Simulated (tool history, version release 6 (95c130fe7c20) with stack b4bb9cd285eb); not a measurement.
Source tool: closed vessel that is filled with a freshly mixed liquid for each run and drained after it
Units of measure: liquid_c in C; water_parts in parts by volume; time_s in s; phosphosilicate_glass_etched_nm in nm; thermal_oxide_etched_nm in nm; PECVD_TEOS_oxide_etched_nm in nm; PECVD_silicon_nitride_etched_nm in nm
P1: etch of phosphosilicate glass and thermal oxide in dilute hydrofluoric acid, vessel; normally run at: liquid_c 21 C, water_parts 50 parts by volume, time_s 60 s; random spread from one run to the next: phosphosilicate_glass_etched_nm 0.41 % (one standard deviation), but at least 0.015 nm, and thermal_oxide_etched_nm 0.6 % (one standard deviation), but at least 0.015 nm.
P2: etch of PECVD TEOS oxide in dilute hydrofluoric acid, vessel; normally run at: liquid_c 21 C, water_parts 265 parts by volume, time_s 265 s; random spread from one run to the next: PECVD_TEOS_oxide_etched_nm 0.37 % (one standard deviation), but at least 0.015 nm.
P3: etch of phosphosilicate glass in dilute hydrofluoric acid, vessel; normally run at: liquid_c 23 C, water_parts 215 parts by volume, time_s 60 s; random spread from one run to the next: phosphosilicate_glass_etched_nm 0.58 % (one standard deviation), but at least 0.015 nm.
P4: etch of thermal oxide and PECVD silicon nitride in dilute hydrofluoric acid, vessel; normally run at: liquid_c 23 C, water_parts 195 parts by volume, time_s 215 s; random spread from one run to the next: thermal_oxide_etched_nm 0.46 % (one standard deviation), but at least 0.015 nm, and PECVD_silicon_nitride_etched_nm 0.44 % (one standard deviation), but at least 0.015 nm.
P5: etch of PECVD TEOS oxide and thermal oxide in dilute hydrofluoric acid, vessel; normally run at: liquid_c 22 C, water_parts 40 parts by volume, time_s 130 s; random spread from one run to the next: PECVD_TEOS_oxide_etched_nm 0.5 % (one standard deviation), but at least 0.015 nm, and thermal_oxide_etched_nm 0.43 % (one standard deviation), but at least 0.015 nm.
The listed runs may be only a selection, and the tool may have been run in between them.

run	hour	process	liquid_c	water_parts	time_s	hours since the thermometer was replaced	hours since the hydrofluoric acid flow meter was replaced	phosphosilicate_glass_etched_nm	thermal_oxide_etched_nm	PECVD_TEOS_oxide_etched_nm	PECVD_silicon_nitride_etched_nm
1	4.2	P1	21	50	60	711.4	242.5	167.93	5.4222		
2	8.1	P2	21	265	265	715.3	246.4			6.1922	
# hour 10.9: thermometer replaced
3	12.1	P5	26	40	130	1.3	250.4		18.913	58.801	
4	15.5	P1	21	50	30	4.7	253.8	83.987	2.6905		
5	17.6	P4	23	195	215	6.8	255.9		4.4201		5.3016
6	20.6	P1	21	50	60	9.8	258.9	168.05	5.4007		
7	24.4	P3	23	65	60	13.6	262.7	90.016			
8	26.4	P1	17	50	60	15.6	264.7	141.25	4.5183		
9	28.8	P5	22	40	130	18	267.1		15.906	49.921	
10	31.7	P1	26.5	30	60	20.9	270	357.59	11.6		
11	33.8	P4	23	195	215	23	272.1		4.4833		5.2781
12	36.7	P1	21	20	60	25.9	275	433.47	13.9		
13	40.3	P4	23	195	410	29.5	278.6		8.3946		10.082
14	42.8	P5	22	70	130	32	281.1		8.7654	27.523	
15	46.8	P1	21	50	60	36	285.1	167.04	5.396		
16	49.1	P3	23	215	30	38.3	287.4	11.444			
17	52.7	P3	17	215	60	41.9	291	18.122			
18	56.3	P2	28.5	265	265	45.5	294.6			8.1403	
19	59.8	P1	24.5	50	60	49	298.1	194.62	6.2716		
20	62.9	P3	23	215	60	52.1	301.2	22.92			
21	65.2	P1	21	20	110	54.4	303.5	790.26	25.897		
22	69.3	P5	22	40	130	58.5	307.6		15.941	49.947	
23	73.6	P4	23	30	215	62.8	311.9		34.711		33.365
24	77.6	P3	23	215	60	66.8	315.9	23.012			
25	79.6	P5	22	40	70	68.8	317.9		8.5871	26.795	
26	82.8	P4	28	195	215	72	321.1		5.2986		7.322
27	86.1	P1	21	75	60	75.3	324.4	107.76	3.4833		
28	88.4	P2	21	65	265	77.6	326.7			31.322	
29	90.4	P1	21	50	60	79.6	328.7	167.28	5.4128		
30	94.7	P2	21	265	385	83.9	333			9.1247	
31	96.9	P1	21	50	110	86.1	335.2	306.83	9.8825		
32	99.9	P1	21	50	60	89.1	338.2	167.32	5.4027		
33	103.7	P1	21	50	60	92.9	342	173.72	5.6132		
34	106.8	P1	21	50	60	96	345.1	175.86	5.6972		
35	108.9	P1	21	50	60	98.1	347.2	177.16	5.7652		
36	113.3	P1	21	50	60	102.5	351.6	179.71	5.8625		
37	115.8	P1	21	50	60	105	354.1	180.57	5.8017		
38	117.9	P1	21	50	60	107.1	356.2	180.95	5.8555		
39	122.2	P1	21	50	60	111.4	360.5	181.1	5.8102		
40	125.7	P1	21	50	60	114.9	364	180.42	5.8676		
41	128.2	P1	21	50	60	117.4	366.5	180.45	5.8922		

The output of P1 has drifted from where it used to be. Each of the 2 causes below, taken at the size shown beside it, accounts for the log equally well:
A: hydrofluoric acid flow above the setpoint (%) = 7.86
B: liquid hotter than its thermometer reads (K) = 1.92
Onset of the creep was near hour 99.9.

Question marks stand in for the results of the 4 check runs listed below, each run on one wafer. Under which run would the listed causes show clearly different results?
check 1	130.7	P3	17	70	60			?			
check 2	130.7	P2	21	100	265					?	
check 3	130.7	P5	25	40	130				?	?	
check 4	130.7	P4	23	45	350				?		?

Predicted outcomes, by check and by cause:
check	result	if A	if B
check 1	phosphosilicate_glass_etched_nm	70.394	70.436
check 2	PECVD_TEOS_oxide_etched_nm	21.334	21.194
check 3	thermal_oxide_etched_nm	19.567	19.546
check 3	PECVD_TEOS_oxide_etched_nm	61.294	61.229
check 4	thermal_oxide_etched_nm	40.342	40.318
check 4	PECVD_silicon_nitride_etched_nm	39.427	41.701
Smallest distance between any two causes, each pair judged by its most separating result, in per cent: check 1 0.06 %; check 2 0.66 %; check 3 0.11 %; check 4 5.61 %
The other checks would show nearly matching results whichever cause is true, so check 4 is the only one that separates the causes.

Check 4 was then run and gave: thermal_oxide_etched_nm 40.278 nm; PECVD_silicon_nitride_etched_nm 41.541 nm. Which cause is it?

It is B: liquid hotter than its thermometer reads (K).
